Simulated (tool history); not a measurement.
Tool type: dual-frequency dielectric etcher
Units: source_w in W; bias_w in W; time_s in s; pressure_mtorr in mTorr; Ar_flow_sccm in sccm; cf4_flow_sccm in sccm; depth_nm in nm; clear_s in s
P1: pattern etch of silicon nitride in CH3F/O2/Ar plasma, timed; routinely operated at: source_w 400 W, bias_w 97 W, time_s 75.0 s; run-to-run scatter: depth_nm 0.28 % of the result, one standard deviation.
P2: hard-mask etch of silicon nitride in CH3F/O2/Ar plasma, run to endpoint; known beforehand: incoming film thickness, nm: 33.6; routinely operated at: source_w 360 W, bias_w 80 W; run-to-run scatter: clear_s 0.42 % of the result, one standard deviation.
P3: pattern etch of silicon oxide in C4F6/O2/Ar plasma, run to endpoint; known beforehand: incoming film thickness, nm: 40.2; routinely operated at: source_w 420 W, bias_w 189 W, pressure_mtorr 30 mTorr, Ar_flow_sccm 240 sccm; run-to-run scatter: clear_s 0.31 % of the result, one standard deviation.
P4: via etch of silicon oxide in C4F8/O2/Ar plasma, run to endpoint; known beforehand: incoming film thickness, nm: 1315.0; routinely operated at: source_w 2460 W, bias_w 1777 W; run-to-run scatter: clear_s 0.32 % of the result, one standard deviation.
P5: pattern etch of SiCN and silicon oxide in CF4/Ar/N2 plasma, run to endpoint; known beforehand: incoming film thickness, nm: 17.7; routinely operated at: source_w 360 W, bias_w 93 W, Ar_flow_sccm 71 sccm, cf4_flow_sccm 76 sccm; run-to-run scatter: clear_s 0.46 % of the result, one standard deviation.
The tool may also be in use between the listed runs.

run,hour,process,source_w,bias_w,time_s,pressure_mtorr,Ar_flow_sccm,cf4_flow_sccm,hours since the last wet clean,hours since the last source power generator calibration,hours since the last bias power generator calibration,depth_nm,clear_s
1,9.0,P1,400,97,75.0,,,,282.8,1279.7,373.8,58.651,
2,24.9,P3,420,121,,30,240,,298.7,1295.6,389.7,,13.735
3,33.7,P4,2460,1073,,,,,307.5,1304.4,398.5,,280.540
4,45.7,P1,400,97,75.0,,,,319.5,1316.4,410.5,58.724,
5,59.1,P5,360,93,,,71,76,332.9,1329.8,423.9,,22.248
6,74.5,P2,360,80,,,,,348.3,1345.2,439.3,,48.841
7,87.4,P1,400,97,96.0,,,,361.2,1358.1,452.2,75.192,
8,100.7,P1,310,68,75.0,,,,374.5,1371.4,465.5,47.048,
9,115.2,P1,480,97,75.0,,,,389.0,1385.9,480.0,62.946,
10,131.2,P1,400,120,75.0,,,,405.0,1401.9,496.0,63.664,
11,143.2,P5,360,93,,,71,76,417.0,1413.9,508.0,,22.240
12,151.2,P4,1450,1777,,,,,425.0,1421.9,516.0,,302.970
13,163.0,P1,400,97,49.5,,,,436.8,1433.7,527.8,38.880,
14,173.3,P1,400,97,75.0,,,,447.1,1444.0,538.1,58.816,
15,189.3,P5,360,93,,,71,50,463.1,1460.0,554.1,,23.407
16,203.7,P5,230,93,,,71,76,477.5,1474.4,568.5,,33.014
17,215.5,P1,400,97,75.0,,,,489.3,1486.2,580.3,59.000,
18,223.2,P4,2460,1777,,,,,497.0,1493.9,588.0,,244.470
19,232.5,P2,360,108,,,,,506.3,1503.2,597.3,,44.277
20,242.4,P3,420,189,,30,240,,516.2,1513.1,607.2,,11.934
21,250.9,P5,360,93,,,89,76,524.7,1521.6,615.7,,22.845
# hour 257.7: bias power generator calibrated
22,265.9,P2,480,80,,,,,539.7,1536.6,8.2,,44.087
23,281.4,P3,420,189,,30,240,,555.2,1552.1,23.7,,11.896
24,296.8,P4,2460,1777,,,,,570.6,1567.5,39.1,,245.780
25,309.9,P1,400,97,75.0,,,,583.7,1580.6,52.2,59.155,

Predict the results of run 26:
26,323.6,P3,270,189,,30,240,,597.4,1594.3,65.9,,?

clear_s: 14.271 s
